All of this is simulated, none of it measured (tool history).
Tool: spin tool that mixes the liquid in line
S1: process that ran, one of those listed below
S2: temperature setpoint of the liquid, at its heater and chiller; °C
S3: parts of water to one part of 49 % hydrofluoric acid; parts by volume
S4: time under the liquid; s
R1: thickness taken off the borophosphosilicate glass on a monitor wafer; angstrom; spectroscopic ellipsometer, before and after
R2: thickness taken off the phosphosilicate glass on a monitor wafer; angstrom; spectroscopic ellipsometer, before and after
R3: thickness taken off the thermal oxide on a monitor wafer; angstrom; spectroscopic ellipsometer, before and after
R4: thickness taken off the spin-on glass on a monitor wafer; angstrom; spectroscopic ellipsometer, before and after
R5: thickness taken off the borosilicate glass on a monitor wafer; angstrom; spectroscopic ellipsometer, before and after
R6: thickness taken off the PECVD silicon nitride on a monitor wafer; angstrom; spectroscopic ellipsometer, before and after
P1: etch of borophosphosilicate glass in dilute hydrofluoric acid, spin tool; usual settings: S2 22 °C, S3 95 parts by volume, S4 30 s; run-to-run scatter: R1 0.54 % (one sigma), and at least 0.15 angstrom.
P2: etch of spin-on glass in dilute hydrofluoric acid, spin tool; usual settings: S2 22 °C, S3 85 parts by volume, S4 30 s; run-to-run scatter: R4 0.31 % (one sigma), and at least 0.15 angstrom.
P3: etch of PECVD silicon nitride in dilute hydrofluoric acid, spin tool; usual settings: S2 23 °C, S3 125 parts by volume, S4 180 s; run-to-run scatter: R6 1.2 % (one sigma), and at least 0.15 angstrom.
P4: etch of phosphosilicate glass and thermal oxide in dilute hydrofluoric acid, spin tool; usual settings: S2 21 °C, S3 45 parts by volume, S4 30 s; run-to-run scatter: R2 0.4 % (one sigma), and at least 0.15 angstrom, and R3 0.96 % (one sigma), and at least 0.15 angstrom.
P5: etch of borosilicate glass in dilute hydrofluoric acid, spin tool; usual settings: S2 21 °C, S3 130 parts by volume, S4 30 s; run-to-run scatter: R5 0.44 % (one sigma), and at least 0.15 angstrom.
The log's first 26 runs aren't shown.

| run | day | S1 | S2 | S3 | S4 | R1 | R2 | R3 | R4 | R5 | R6 |
|---|---|---|---|---|---|---|---|---|---|---|---|
|  | 15.333 | thermometer replaced |
| 27 | 15.879 | P4 | 21 | 70 | 30 |  | 464.39 | 18.011 |  |  |  |
| 28 | 16.592 | P2 | 29.5 | 85 | 30 |  |  |  | 192.66 |  |  |
| 29 | 17.312 | P2 | 22 | 85 | 30 |  |  |  | 142.14 |  |  |
| 30 | 17.654 | P2 | 22 | 85 | 15 |  |  |  | 71.369 |  |  |
| 31 | 18.104 | P3 | 23 | 125 | 310 |  |  |  |  |  | 41.549 |
| 32 | 18.508 | P1 | 22 | 30 | 15 | 169.28 |  |  |  |  |  |
| 33 | 19.017 | P1 | 22 | 95 | 30 | 100.09 |  |  |  |  |  |
| 34 | 19.5 | P1 | 22 | 95 | 30 | 99.26 |  |  |  |  |  |
| 35 | 20.179 | P1 | 22 | 95 | 30 | 101.66 |  |  |  |  |  |
| 36 | 20.767 | P1 | 22 | 95 | 30 | 102 |  |  |  |  |  |
| 37 | 21.267 | P1 | 22 | 95 | 30 | 104 |  |  |  |  |  |
| 38 | 21.85 | P1 | 22 | 95 | 30 | 104.59 |  |  |  |  |  |
| 39 | 22.533 | P1 | 22 | 95 | 30 | 105.92 |  |  |  |  |  |

The next listed run, before its measurement:
| 40 | 23.317 | P1 | 22 | 95 | 30 | ? |  |  |  |  |  |

Run 40 gave R1 105.08 angstrom.
